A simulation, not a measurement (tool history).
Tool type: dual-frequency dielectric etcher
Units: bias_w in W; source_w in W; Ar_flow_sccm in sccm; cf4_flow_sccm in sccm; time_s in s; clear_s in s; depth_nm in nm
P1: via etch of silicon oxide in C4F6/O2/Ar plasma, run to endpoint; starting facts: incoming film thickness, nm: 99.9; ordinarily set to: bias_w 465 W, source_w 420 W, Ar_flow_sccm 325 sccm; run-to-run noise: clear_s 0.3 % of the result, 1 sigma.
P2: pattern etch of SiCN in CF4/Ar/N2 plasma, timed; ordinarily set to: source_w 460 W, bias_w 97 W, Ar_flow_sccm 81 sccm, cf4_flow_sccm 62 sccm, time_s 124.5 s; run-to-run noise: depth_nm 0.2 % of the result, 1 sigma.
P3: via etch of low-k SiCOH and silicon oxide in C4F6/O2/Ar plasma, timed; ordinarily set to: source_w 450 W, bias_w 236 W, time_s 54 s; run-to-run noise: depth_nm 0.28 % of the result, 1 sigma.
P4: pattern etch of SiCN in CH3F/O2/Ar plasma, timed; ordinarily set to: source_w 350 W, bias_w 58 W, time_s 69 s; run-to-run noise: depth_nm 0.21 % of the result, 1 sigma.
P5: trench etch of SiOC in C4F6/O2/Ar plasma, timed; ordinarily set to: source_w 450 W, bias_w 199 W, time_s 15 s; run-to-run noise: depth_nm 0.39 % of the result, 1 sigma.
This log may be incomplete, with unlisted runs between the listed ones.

run   hour  process  bias_w  source_w  Ar_flow_sccm  cf4_flow_sccm  time_s  clear_s  depth_nm
  1      7       P1     465       420           325                          22.197
  2   13.6       P1     465       420           325                          22.185
  3   19.1       P2      68       460            81             62   124.5             109.71
  4   28.7       P4      58       240                                   69             19.536
  5   33.5       P1     465       420           325                          22.148
  6   40.3       P1     465       260           325                          26.508
  7     46       P4      58       350                                 49.5              16.18
  8   51.7       P1     465       530           325                          20.344
  9   59.4       P3     236       580                                   54             187.11
 10     68       P1     465       500           199                          19.752
 11   76.4       P5     155       450                                   15             30.585
 12   82.7       P4      58       350                                   69             22.561
 13   87.9       P1     465       420           408                           22.92
 14   92.9       P2      97       460            81             39   124.5             116.54
 15  101.5       P1     380       420           435                          24.678
 16  107.3       P2      97       300            81             62   124.5             85.607
 17  114.9       P3     236       450                                 29.5             92.896
 18  121.9       P1     567       420           270                          20.092
 19  130.7       P1     295       420           325                          26.094
 20  135.3       P5     199       450                                   15             32.938
 21  143.8       P2      97       460            81             62   124.5             124.24
 22  153.1       P5     199       450                                 19.5             42.981
 23  160.4       P1     465       420           325                          22.232
 24  168.9       P2      97       460            53             62   124.5             130.75
 25  177.7       P4      39       350                                   69             19.916
 26  185.5       P3     315       450                                   54             188.27
 27  190.6       P5     199       450                                   15             33.305
 28  195.2       P1     465       420           217                          21.345
 29  201.7       P5     199       580                                   15             36.855
 30  206.7       P1     648       420           325                          19.684
 31  215.5       P2      97       460            81             62     177             175.82
 32  220.2       P3     236       450                                   54             169.54
 33  224.9       P1     465       420           325                          22.191
 34  232.8       P1     465       420           325                          22.453
 35  239.9       P1     465       420           325                          22.569
     244.3  -- wet clean of the chamber
 36  246.9       P1     465       420           325                           22.46
 37  256.6       P1     465       420           325                          22.601
     259.2  -- Ar flow controller replaced
 38  264.4       P1     465       420           325                          22.582
 39  273.6       P1     465       420           325                          22.506

What P1 gives has crept away from where it was. These 2 causes fit the log equally well, each at the size given:
A: source power that arrives under what is set, % = 4.29
B: bias power that arrives under what is set, % = 4.32
The gradual shift began around hour 224.9.
Why every other cause is out:
chamber walls in a state that lowers the etch rate, %: serviced at hour 244.3, which brought nothing back
Ar flow that arrives over what is set, %: serviced at hour 259.2, which brought nothing back

Below are 4 check runs, each on a single wafer, with their results shown as question marks. Which of them would tell the listed causes apart, meaning the causes would give clearly different results under it?
check 1  282.8       P2      77       460            81             39   124.5                  ?
check 2  282.8       P5     166       520                                   15                  ?
check 3  282.8       P4      47       350                                   55                  ?
check 4  282.8       P3     275       450                                   54                  ?

Outcome of each check run for each possible cause:
  check    result    if A    if B
check 1  depth_nm  102.65  104.91
check 2  depth_nm  32.641  32.767
check 3  depth_nm  16.495   16.54
check 4  depth_nm  176.02  176.32
Smallest distance between any two causes, each pair judged by its most separating result, in per cent: check 1 2.18 %; check 2 0.39 %; check 3 0.28 %; check 4 0.17 %
Check 1 distinguishes between the causes, while the remaining checks would return nearly the same result for all of them.

Then check 1 was run and gave: depth_nm 105.11 nm. Which cause is it?

It was cause B: bias power that arrives under what is set, %.
